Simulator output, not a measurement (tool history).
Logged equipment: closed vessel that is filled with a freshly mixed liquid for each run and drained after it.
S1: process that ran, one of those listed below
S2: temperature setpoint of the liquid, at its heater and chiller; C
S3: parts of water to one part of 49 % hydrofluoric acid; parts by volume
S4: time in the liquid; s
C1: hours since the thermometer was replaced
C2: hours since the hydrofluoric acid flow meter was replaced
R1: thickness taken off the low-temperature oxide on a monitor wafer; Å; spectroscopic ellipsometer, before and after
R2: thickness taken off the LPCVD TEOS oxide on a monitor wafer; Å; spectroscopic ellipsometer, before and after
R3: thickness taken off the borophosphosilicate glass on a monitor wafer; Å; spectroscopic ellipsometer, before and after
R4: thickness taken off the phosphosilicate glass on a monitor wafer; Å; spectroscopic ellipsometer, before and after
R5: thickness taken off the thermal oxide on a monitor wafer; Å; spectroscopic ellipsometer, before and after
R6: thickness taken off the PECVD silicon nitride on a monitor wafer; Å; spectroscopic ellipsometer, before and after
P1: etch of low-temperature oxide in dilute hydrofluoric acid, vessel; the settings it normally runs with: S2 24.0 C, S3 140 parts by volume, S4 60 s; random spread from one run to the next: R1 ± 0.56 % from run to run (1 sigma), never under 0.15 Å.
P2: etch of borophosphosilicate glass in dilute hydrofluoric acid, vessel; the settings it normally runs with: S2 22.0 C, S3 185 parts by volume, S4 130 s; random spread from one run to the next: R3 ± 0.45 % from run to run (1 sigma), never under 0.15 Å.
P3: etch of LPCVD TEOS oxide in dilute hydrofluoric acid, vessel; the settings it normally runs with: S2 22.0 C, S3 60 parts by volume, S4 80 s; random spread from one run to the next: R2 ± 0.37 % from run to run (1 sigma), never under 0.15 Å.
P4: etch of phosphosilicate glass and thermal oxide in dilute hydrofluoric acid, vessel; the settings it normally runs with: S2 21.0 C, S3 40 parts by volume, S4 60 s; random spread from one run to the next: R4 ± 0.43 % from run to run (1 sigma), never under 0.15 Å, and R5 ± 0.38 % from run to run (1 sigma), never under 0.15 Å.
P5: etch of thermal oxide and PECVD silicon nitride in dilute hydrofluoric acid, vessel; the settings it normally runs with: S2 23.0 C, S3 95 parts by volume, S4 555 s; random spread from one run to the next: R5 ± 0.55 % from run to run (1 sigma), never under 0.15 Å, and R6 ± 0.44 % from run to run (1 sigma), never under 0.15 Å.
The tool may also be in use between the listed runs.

run   hour  S1    S2   S3   S4     C1      C2       R1       R2       R3       R4       R5       R6
  1    7.0  P1  24.0  140   60  117.0  1020.6  140.770
  2   14.9  P1  24.0  140   90  124.9  1028.5  211.300
  3   24.2  P3  22.0   60   80  134.2  1037.8            592.26
  4   34.5  P2  22.0  185  130  144.5  1048.1                     462.56
  5   43.6  P1  24.0  140   60  153.6  1057.2  140.400
  6   52.0  P3  22.0   60   80  162.0  1065.6            591.80
  7   57.7  P1  29.0  140   30  167.7  1071.3   85.165
  8   65.6  P3  22.0   25   80  175.6  1079.2           1480.90
  9   74.0  P1  29.0  240   60  184.0  1087.6   87.684
 10   80.8  P1  24.0  140   60  190.8  1094.4  139.580
 11   87.6  P4  21.0   40   60  197.6  1101.2                             1101.10   64.789
 12   95.2  P1  24.0  230   60  205.2  1108.8   77.329
 13  102.1  P1  20.0  140   60  212.1  1115.7  119.490
     103.9  -- hydrofluoric acid flow meter replaced
 14  112.4  P1  24.0   35   60  222.4     8.6  641.540
 15  121.0  P1  24.0  140   60  231.0    17.2  139.690
 16  126.7  P2  22.0  185  255  236.7    22.9                     906.42
 17  135.8  P1  24.0  140   35  245.8    32.0   82.670
 18  145.7  P1  24.0  140   60  255.7    41.9  140.650
 19  155.8  P5  30.5   95  555  265.8    52.0                                      374.510  227.000
 20  164.4  P1  32.5  140   60  274.4    60.6  192.580
 21  175.5  P4  21.0   40   60  285.5    71.7                             1103.30   64.511
 22  182.5  P5  23.0   95  555  292.5    78.7                                      279.220  139.790
 23  193.4  P3  17.0   60   80  303.4    89.6            480.04
 24  198.8  P5  23.0   95  195  308.8    95.0                                       98.012   49.404
 25  207.8  P2  22.0   65  130  317.8   104.0                    1511.50
 26  217.4  P1  18.0  140   30  327.4   113.6   55.814
 27  224.8  P5  23.0  145  555  334.8   121.0                                      172.440   92.017
 28  233.3  P3  22.0   60   35  343.3   129.5            256.94
     237.8  -- thermometer replaced
 29  239.3  P2  28.0  185  130    1.6   135.5                     575.56
 30  250.5  P1  24.0  140   60   12.8   146.7  140.110
 31  256.4  P4  21.0   40   30   18.7   152.6                              550.48   32.228
 32  267.0  P4  17.0   40   60   29.3   163.2                              930.68   53.698
 33  272.2  P4  21.0   60   60   34.5   168.4                              719.74   41.722
 34  281.1  P2  22.0  185  130   43.4   177.3                     460.53
 35  289.4  P1  24.0  140   60   51.7   185.6  140.340
 36  295.8  P1  24.0  140   60   58.1   192.0  143.940
 37  307.5  P1  24.0  140   60   69.8   203.7  145.970
 38  316.6  P1  24.0  140   60   78.9   212.8  148.100
 39  324.1  P1  24.0  140   60   86.4   220.3  148.380
 40  334.7  P1  24.0  140   60   97.0   230.9  147.980
 41  341.3  P1  24.0  140   60  103.6   237.5  147.410

What P1 gives has crept away from where it was. These 2 causes fit the log equally well, each at the size given:
A: liquid hotter than its thermometer reads (K) = 1.4
B: hydrofluoric acid flow above the setpoint (%) = 4.72
The onset of the drift is placed at about hour 289.4.

Consider the 4 single-wafer check runs listed below, results given as question marks: which one distinguishes between the causes by giving clearly different results for each?
check 1  347.9  P5  23.0   95  555                           ?   ?
check 2  347.9  P3  22.0   60   80               ?
check 3  347.9  P4  21.0   40   60                       ?   ?
check 4  347.9  P2  22.0  185  130                   ?

What each check would give under each cause:
  check  result     if A     if B
check 1      R5  294.440  293.110
check 1      R6  153.330  146.240
check 2      R2   627.62   622.40
check 3      R4  1172.80  1160.20
check 3      R5   68.134   67.399
check 4      R3   485.63   486.55
Distance between the nearest two causes, measured in the result of the check that separates them most: check 1 4.73 %; check 2 0.84 %; check 3 1.08 %; check 4 0.19 %
Of the check runs offered, only check 1 discriminates between the causes; the rest would read about the same regardless of which cause applies.

The results of check 1 are: R5 294.390 Å; R6 153.520 Å. Based on these, which of the listed causes is it?

It was cause A: liquid hotter than its thermometer reads (K).

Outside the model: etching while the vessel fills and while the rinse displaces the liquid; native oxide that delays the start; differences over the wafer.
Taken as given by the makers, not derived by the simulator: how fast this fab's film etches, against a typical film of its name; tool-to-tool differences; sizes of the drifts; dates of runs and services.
